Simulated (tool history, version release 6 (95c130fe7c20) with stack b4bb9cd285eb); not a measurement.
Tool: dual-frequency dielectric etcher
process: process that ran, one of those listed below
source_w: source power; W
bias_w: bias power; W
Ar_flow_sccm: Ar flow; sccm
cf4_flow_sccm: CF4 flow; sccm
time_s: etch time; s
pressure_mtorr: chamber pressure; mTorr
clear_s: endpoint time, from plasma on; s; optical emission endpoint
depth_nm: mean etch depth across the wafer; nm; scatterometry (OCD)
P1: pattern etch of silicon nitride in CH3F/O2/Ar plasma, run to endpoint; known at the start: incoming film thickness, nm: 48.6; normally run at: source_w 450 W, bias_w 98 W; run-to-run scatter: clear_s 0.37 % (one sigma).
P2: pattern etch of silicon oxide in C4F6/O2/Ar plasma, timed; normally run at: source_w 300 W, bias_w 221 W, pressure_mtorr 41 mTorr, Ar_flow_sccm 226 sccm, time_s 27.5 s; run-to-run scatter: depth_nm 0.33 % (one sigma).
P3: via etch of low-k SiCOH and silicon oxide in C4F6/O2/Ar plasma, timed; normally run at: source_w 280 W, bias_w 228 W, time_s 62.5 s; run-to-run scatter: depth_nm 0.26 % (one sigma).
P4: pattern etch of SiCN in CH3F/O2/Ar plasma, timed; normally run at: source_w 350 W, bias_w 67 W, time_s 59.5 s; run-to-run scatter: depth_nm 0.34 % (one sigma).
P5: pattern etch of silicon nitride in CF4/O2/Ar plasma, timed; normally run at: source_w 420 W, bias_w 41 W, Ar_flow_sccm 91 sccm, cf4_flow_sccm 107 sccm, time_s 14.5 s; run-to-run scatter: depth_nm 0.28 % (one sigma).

Run 1, hour 12: process P1, source_w 450 W, bias_w 98 W. Result: clear_s 60.149 s.
Run 2, hour 19.7: process P1, source_w 450 W, bias_w 69 W. Result: clear_s 68.181 s.
Run 3, hour 28: process P5, source_w 420 W, bias_w 32 W, Ar_flow_sccm 91 sccm, cf4_flow_sccm 107 sccm, time_s 14.5 s. Result: depth_nm 19.881 nm.
Run 4, hour 41.5: process P1, source_w 450 W, bias_w 98 W. Result: clear_s 60.473 s.
Run 5, hour 54.6: process P4, source_w 350 W, bias_w 67 W, time_s 59.5 s. Result: depth_nm 20.857 nm.
Run 6, hour 65: process P3, source_w 280 W, bias_w 142 W, time_s 62.5 s. Result: depth_nm 126.84 nm.
Run 7, hour 72.8: process P2, source_w 300 W, bias_w 221 W, Ar_flow_sccm 226 sccm, time_s 19 s, pressure_mtorr 41 mTorr. Result: depth_nm 55.157 nm.
Run 8, hour 84.8: process P4, source_w 490 W, bias_w 67 W, time_s 59.5 s. Result: depth_nm 23.651 nm.
Run 9, hour 96.1: process P5, source_w 420 W, bias_w 41 W, Ar_flow_sccm 112 sccm, cf4_flow_sccm 107 sccm, time_s 14.5 s. Result: depth_nm 21.171 nm.
Run 10, hour 107.5: process P1, source_w 540 W, bias_w 98 W. Result: clear_s 56.569 s.
Run 11, hour 117.9: process P2, source_w 370 W, bias_w 221 W, Ar_flow_sccm 226 sccm, time_s 27.5 s, pressure_mtorr 41 mTorr. Result: depth_nm 86.753 nm.
Run 12, hour 128: process P1, source_w 450 W, bias_w 98 W. Result: clear_s 60.446 s.
Run 13, hour 137.9: process P1, source_w 450 W, bias_w 120 W. Result: clear_s 55.945 s.
Run 14, hour 147.8: process P1, source_w 450 W, bias_w 98 W. Result: clear_s 60.314 s.
Run 15, hour 155.9: process P1, source_w 450 W, bias_w 98 W. Result: clear_s 60.433 s.
Run 16, hour 170: process P5, source_w 420 W, bias_w 41 W, Ar_flow_sccm 91 sccm, cf4_flow_sccm 107 sccm, time_s 14.5 s. Result: depth_nm 21.662 nm.
Run 17, hour 179.7: process P1, source_w 450 W, bias_w 98 W. Result: clear_s 60.163 s.
Run 18, hour 190.6: process P2, source_w 300 W, bias_w 221 W, Ar_flow_sccm 316 sccm, time_s 27.5 s, pressure_mtorr 41 mTorr. Result: depth_nm 76.754 nm.
Run 19, hour 200.9: process P4, source_w 350 W, bias_w 67 W, time_s 78 s. Result: depth_nm 27.128 nm.
Run 20, hour 211.2: process P5, source_w 550 W, bias_w 41 W, Ar_flow_sccm 91 sccm, cf4_flow_sccm 107 sccm, time_s 14.5 s. Result: depth_nm 27.437 nm.
Run 21, hour 225: process P2, source_w 300 W, bias_w 221 W, Ar_flow_sccm 226 sccm, time_s 27.5 s, pressure_mtorr 57 mTorr. Result: depth_nm 77.114 nm.
Run 22, hour 232.2: process P5, source_w 420 W, bias_w 41 W, Ar_flow_sccm 91 sccm, cf4_flow_sccm 107 sccm, time_s 11 s. Result: depth_nm 16.45 nm.
Run 23, hour 242.1: process P4, source_w 350 W, bias_w 67 W, time_s 59.5 s. Result: depth_nm 20.751 nm.
Run 24, hour 250.6: process P2, source_w 300 W, bias_w 289 W, Ar_flow_sccm 226 sccm, time_s 27.5 s, pressure_mtorr 41 mTorr. Result: depth_nm 87.79 nm.
Run 25, hour 258.1: process P1, source_w 340 W, bias_w 98 W. Result: clear_s 67.031 s.
Run 26, hour 271.4: process P3, source_w 280 W, bias_w 228 W, time_s 62.5 s. Result: depth_nm 148.13 nm.
Run 27, hour 285.3: process P1, source_w 550 W, bias_w 66 W. Result: clear_s 63.971 s.
Run 28, hour 293.2: process P4, source_w 350 W, bias_w 41 W, time_s 59.5 s. Result: depth_nm 17.629 nm.
Run 29, hour 303.5: process P5, source_w 420 W, bias_w 41 W, Ar_flow_sccm 91 sccm, cf4_flow_sccm 76 sccm, time_s 14.5 s. Result: depth_nm 20.743 nm.
Run 30, hour 311.7: process P3, source_w 280 W, bias_w 228 W, time_s 43 s. Result: depth_nm 102.1 nm.
Run 31, hour 325.2: process P3, source_w 280 W, bias_w 228 W, time_s 62.5 s. Result: depth_nm 147.78 nm.
Run 32, hour 334.8: process P2, source_w 300 W, bias_w 221 W, Ar_flow_sccm 226 sccm, time_s 27.5 s, pressure_mtorr 41 mTorr. Result: depth_nm 79.898 nm.
Run 33, hour 344.2: process P3, source_w 190 W, bias_w 228 W, time_s 62.5 s. Result: depth_nm 127.88 nm.
Run 34, hour 356.5: process P1, source_w 450 W, bias_w 98 W. Result: clear_s 60.551 s.
Run 35, hour 368.8: process P1, source_w 450 W, bias_w 98 W. Result: clear_s 60.814 s.
Run 36, hour 382.6: process P1, source_w 450 W, bias_w 98 W. Result: clear_s 61.181 s.
Run 37, hour 396.2: process P1, source_w 450 W, bias_w 98 W. Result: clear_s 61.094 s.
At hour 405.2: wet clean of the chamber.
Run 38, hour 405.4: process P1, source_w 450 W, bias_w 98 W. Result: clear_s 61.372 s.
Run 39, hour 415.1: process P1, source_w 450 W, bias_w 98 W. Result: clear_s 61.77 s.
Run 40, hour 423.4: process P1, source_w 450 W, bias_w 98 W. Result: clear_s 61.137 s.
Run 41, hour 429.8: process P1, source_w 450 W, bias_w 98 W. Result: clear_s 61.307 s.
Run 42, hour 441.8: process P1, source_w 450 W, bias_w 98 W. Result: clear_s 61.443 s.
Run 43, hour 452.7: process P1, source_w 450 W, bias_w 98 W. Result: clear_s 61.724 s.
Run 44, hour 464: process P1, source_w 450 W, bias_w 98 W. Result: clear_s 61.296 s.
Run 45, hour 477.6: process P1, source_w 450 W, bias_w 98 W. Result: clear_s 61.858 s.

What P1 gives has crept away from where it was. These 2 causes fit the log equally well, each at the size given:
A: bias power that arrives under what is set, % = 4.99
B: source power that arrives under what is set, % = 4.83
The creep began at about hour 356.5.
Why every other cause is out:
chamber walls in a state that lowers the etch rate, %: serviced at hour 405.2, which brought nothing back

4 check runs are offered, one wafer each, their results left as question marks. Which one tells the causes apart?
Run check 1, hour 491.2: process P2, source_w 300 W, bias_w 221 W, Ar_flow_sccm 226 sccm, time_s 27.5 s, pressure_mtorr 41 mTorr. Result: depth_nm ?.
Run check 2, hour 491.2: process P5, source_w 420 W, bias_w 41 W, Ar_flow_sccm 91 sccm, cf4_flow_sccm 107 sccm, time_s 14.5 s. Result: depth_nm ?.
Run check 3, hour 491.2: process P3, source_w 280 W, bias_w 228 W, time_s 62.5 s. Result: depth_nm ?.
Run check 4, hour 491.2: process P4, source_w 350 W, bias_w 67 W, time_s 59.5 s. Result: depth_nm ?.

What each check would give under each cause:
  check    result    if A    if B
check 1  depth_nm  78.675  78.533
check 2  depth_nm  21.272  20.741
check 3  depth_nm  145.36  145.13
check 4  depth_nm  20.369  20.354
How far apart the two closest causes lie, in the result that separates them most: check 1 0.18 %; check 2 2.53 %; check 3 0.16 %; check 4 0.07 %
Only check 2 tells the causes apart: in the others they would give nearly the same result.

Check 2 was then run and gave: depth_nm 21.246 nm. Which cause is it?

It is A: bias power that arrives under what is set, %.

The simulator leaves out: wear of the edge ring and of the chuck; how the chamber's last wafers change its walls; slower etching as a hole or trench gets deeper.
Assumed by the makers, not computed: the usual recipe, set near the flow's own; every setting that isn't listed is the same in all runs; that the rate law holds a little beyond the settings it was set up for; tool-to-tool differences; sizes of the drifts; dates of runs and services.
